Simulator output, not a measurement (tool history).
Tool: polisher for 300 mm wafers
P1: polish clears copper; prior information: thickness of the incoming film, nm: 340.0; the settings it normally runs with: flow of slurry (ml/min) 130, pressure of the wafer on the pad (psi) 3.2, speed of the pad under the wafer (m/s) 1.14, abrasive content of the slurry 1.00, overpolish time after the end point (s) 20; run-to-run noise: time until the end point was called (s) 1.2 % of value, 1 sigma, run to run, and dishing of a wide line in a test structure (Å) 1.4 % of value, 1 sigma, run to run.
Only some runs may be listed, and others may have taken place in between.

| run | day | flow of slurry (ml/min) | pressure of the wafer on the pad (psi) | speed of the pad under the wafer (m/s) | abrasive content of the slurry | overpolish time after the end point (s) | time until the end point was called (s) | dishing of a wide line in a test structure (Å) |
|---|---|---|---|---|---|---|---|---|
| 1 | 0.404 | 130 | 3.2 | 1.14 | 1.00 | 20 | 90.278 | 490.16 |
| 2 | 0.962 | 80 | 3.2 | 1.14 | 1.00 | 20 | 100.180 | 439.95 |
| 3 | 1.458 | 130 | 3.2 | 1.14 | 1.30 | 20 | 84.942 | 496.90 |
| 4 | 1.767 | 130 | 1.6 | 1.14 | 1.00 | 20 | 177.360 | 260.40 |
| 5 | 2.358 | 130 | 3.2 | 1.14 | 1.00 | 20 | 87.441 | 480.97 |
| 6 | 2.679 | 130 | 3.2 | 1.14 | 0.55 | 20 | 100.600 | 437.99 |
| 7 | 2.996 | 180 | 3.2 | 1.14 | 1.00 | 20 | 85.207 | 502.97 |
| 8 | 3.296 | 130 | 4.6 | 1.14 | 1.00 | 20 | 62.917 | 659.23 |
| 9 | 3.617 | 130 | 3.2 | 1.14 | 1.00 | 20 | 90.413 | 494.42 |
| 10 | 4.008 | 130 | 3.2 | 1.14 | 1.00 | 20 | 89.671 | 476.50 |
| 11 | 4.283 | 130 | 3.2 | 1.74 | 1.00 | 20 | 59.762 | 649.70 |
| 12 | 4.646 | 130 | 3.2 | 1.14 | 1.00 | 6 | 89.751 | 172.63 |
| 13 | 5.125 | 130 | 3.2 | 1.14 | 1.00 | 34 | 89.413 | 708.03 |
| 14 | 5.450 | 130 | 3.2 | 1.14 | 1.00 | 20 | 88.956 | 473.68 |
| 15 | 6.004 | 130 | 3.2 | 0.74 | 1.00 | 20 | 136.790 | 333.13 |
| 16 | 6.296 | 190 | 4.4 | 1.14 | 1.00 | 20 | 60.892 | 660.59 |
| 17 | 6.588 | 130 | 3.2 | 1.14 | 1.00 | 20 | 88.611 | 490.92 |
| 18 | 7.050 | 130 | 3.2 | 1.14 | 1.00 | 20 | 94.753 | 462.92 |
| 19 | 7.350 | 130 | 3.2 | 1.14 | 1.00 | 20 | 93.941 | 457.95 |
| 20 | 7.675 | 130 | 3.2 | 1.14 | 1.00 | 20 | 99.669 | 448.92 |
|  | 7.967 | head pressure recalibrated |
| 21 | 8.204 | 130 | 3.2 | 1.14 | 1.00 | 20 | 95.447 | 451.22 |
|  | 8.542 | slurry blender recalibrated |
| 22 | 8.742 | 130 | 3.2 | 1.14 | 1.00 | 20 | 98.027 | 446.91 |
| 23 | 9.217 | 130 | 3.2 | 1.14 | 1.00 | 20 | 98.052 | 451.98 |

P1 has crept away from where it was. The log is fitted equally well by each of these 2 causes, at the sizes shown:
A: removal rate lost through wear of the pad, % = 8.71
B: slurry flow missing at the pad, % = 32.2
The onset of the drift is placed at about day 6.588.
Every other cause this tool's parts could produce, and why it does not fit the log:
head's pressure below its setpoint, %: work on it at day 7.967, done after the drift set in, did not restore what the process gave before
abrasive missing from the slurry, %: work on it at day 8.542, done after the drift set in, did not restore what the process gave before

Each of the check runs listed below is run on 5 wafers and reports their average, with the results left as question marks. Pick the one under which the possible causes would lead to clearly different results.
| check 1 | 9.692 | 130 | 3.2 | 1.14 | 1.20 | 20 | ? | ? |
| check 2 | 9.692 | 80 | 3.2 | 1.72 | 1.00 | 20 | ? | ? |
| check 3 | 9.692 | 130 | 1.8 | 1.14 | 1.00 | 6 | ? | ? |
| check 4 | 9.692 | 130 | 3.2 | 0.88 | 1.00 | 20 | ? | ? |

If the cause were each of the candidates in turn, the checks would give the following:
| check | result | if A | if B |
|---|---|---|---|
| check 1 | time until the end point was called (s) | 94.371 | 94.357 |
| check 1 | dishing of a wide line in a test structure (Å) | 465.130 | 465.190 |
| check 2 | time until the end point was called (s) | 73.285 | 76.788 |
| check 2 | dishing of a wide line in a test structure (Å) | 562.480 | 543.680 |
| check 3 | time until the end point was called (s) | 174.530 | 174.500 |
| check 3 | dishing of a wide line in a test structure (Å) | 90.676 | 90.689 |
| check 4 | time until the end point was called (s) | 127.180 | 127.160 |
| check 4 | dishing of a wide line in a test structure (Å) | 365.650 | 365.690 |
Per-check spread between the two closest causes, in the result where they differ most: check 1 0.02 %; check 2 4.67 %; check 3 0.02 %; check 4 0.02 %
Check 2 is the one run that separates the causes; every other check would come out nearly the same whichever cause is at work.

After running check 2, the following was obtained: time until the end point was called (s) 73.939; dishing of a wide line in a test structure (Å) 569.920. Which cause does this point to?

It is A: removal rate lost through wear of the pad, %.

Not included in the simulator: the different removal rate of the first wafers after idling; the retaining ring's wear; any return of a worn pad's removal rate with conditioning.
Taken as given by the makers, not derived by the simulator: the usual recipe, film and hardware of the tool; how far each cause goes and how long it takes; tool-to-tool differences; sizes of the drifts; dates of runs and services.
